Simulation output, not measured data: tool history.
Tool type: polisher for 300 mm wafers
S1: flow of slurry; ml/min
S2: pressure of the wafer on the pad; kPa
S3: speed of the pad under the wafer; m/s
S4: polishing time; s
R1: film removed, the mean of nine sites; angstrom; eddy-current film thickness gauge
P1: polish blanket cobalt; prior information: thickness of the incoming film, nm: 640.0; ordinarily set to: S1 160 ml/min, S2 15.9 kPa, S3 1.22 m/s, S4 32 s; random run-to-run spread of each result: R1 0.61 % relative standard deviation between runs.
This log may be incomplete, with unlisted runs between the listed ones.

run,hour,S1,S2,S3,S4,R1
1,8.8,160,15.9,1.22,32,2603.7
2,14.3,160,15.9,0.64,32,1361.3
3,23.4,160,15.9,1.22,18,1462.4
4,33.8,160,15.9,1.56,32,3316
5,39.9,160,24.1,1.22,32,3958.7
6,45.4,225,15.9,1.22,32,2717.9
7,51.3,160,15.9,1.22,32,2577.6
8,60.7,160,15.9,1.22,48,3865.1
9,72.2,95,15.9,1.22,32,2292.5
# hour 77.1: slurry nozzle cleaned
10,80.2,160,15.9,1.22,32,2579.8
11,89.9,160,10.3,1.22,32,1678.8
12,96.4,160,15.9,1.22,32,2612.4
13,107.6,220,20,1.22,32,3410.9
14,117.4,160,21.4,1.76,32,5045.3
15,125.5,160,15.9,1.22,32,2581.6
16,135.7,160,15.9,1.22,32,2595.1
17,143.3,160,15.9,1.22,32,2572
18,150.7,160,15.9,1.22,32,2501.7
19,161.4,160,15.9,1.22,32,2414
20,167.1,160,15.9,1.22,32,2407.3
# hour 170: worn pad replaced by a new one
21,177.1,160,15.9,1.22,32,2361.9
22,184.3,160,15.9,1.22,32,2351.4
23,190.1,160,15.9,1.22,32,2364.3

Estimate the outcome of run 24 from the log above:
24,195.8,160,15.9,1.22,32,?

R1: 2349 angstrom

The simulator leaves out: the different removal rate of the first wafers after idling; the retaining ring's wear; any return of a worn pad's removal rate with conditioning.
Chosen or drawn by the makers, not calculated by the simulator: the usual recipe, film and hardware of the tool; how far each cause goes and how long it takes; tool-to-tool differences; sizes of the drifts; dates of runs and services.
